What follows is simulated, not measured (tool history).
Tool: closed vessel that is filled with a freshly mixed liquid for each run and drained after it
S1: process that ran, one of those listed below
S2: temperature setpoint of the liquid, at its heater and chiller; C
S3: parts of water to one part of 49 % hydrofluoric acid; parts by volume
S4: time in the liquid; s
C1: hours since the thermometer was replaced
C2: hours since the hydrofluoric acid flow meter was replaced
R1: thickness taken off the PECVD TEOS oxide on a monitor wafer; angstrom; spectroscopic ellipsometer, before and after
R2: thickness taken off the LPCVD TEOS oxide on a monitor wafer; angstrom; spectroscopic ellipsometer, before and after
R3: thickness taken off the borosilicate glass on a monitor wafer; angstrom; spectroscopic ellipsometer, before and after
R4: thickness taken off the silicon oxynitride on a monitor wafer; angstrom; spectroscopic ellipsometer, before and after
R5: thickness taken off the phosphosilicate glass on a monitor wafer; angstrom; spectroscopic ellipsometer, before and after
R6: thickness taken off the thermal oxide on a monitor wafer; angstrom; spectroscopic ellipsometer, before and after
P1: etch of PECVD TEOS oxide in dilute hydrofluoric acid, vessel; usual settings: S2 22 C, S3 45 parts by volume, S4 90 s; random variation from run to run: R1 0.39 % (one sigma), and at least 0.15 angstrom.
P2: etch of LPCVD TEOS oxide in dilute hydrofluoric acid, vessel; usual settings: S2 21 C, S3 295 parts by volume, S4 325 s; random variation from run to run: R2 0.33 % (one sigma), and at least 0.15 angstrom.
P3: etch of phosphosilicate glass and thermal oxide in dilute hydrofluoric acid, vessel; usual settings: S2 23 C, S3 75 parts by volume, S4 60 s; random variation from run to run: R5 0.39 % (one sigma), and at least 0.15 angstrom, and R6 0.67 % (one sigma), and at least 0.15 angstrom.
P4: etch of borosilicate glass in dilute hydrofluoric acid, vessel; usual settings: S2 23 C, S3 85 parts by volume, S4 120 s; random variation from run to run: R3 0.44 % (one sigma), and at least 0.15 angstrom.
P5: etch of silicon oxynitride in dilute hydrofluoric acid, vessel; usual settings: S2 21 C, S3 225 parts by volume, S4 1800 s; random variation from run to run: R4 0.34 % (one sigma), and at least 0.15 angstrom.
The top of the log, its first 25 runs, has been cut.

| run | hour | S1 | S2 | S3 | S4 | C1 | C2 | R1 | R2 | R3 | R4 | R5 | R6 |
|---|---|---|---|---|---|---|---|---|---|---|---|---|---|
| 26 | 89 | P4 | 23 | 85 | 120 | 1914.8 | 458.7 |  |  | 448.27 |  |  |  |
| 27 | 92.3 | P1 | 17 | 45 | 125 | 1918.1 | 462 | 280.96 |  |  |  |  |  |
| 28 | 96.3 | P3 | 23 | 75 | 95 | 1922.1 | 466 |  |  |  |  | 1086.9 | 55.822 |
| 29 | 98.8 | P1 | 22 | 45 | 135 | 1924.6 | 468.5 | 375.46 |  |  |  |  |  |
| 30 | 102.7 | P1 | 22 | 45 | 90 | 1928.5 | 472.4 | 251.31 |  |  |  |  |  |
| 31 | 105.3 | P4 | 23 | 20 | 120 | 1931.1 | 475 |  |  | 2085.6 |  |  |  |
| 32 | 108.1 | P1 | 22 | 30 | 90 | 1933.9 | 477.8 | 384.68 |  |  |  |  |  |
| 33 | 111.3 | P4 | 17 | 85 | 120 | 1937.1 | 481 |  |  | 350.54 |  |  |  |
| 34 | 113.6 | P1 | 22 | 45 | 90 | 1939.4 | 483.3 | 252.3 |  |  |  |  |  |

Forecast run 35:
| 35 | 115.6 | P1 | 22 | 45 | 90 | 1941.4 | 485.3 | ? |  |  |  |  |  |

R1: 251.1 angstrom

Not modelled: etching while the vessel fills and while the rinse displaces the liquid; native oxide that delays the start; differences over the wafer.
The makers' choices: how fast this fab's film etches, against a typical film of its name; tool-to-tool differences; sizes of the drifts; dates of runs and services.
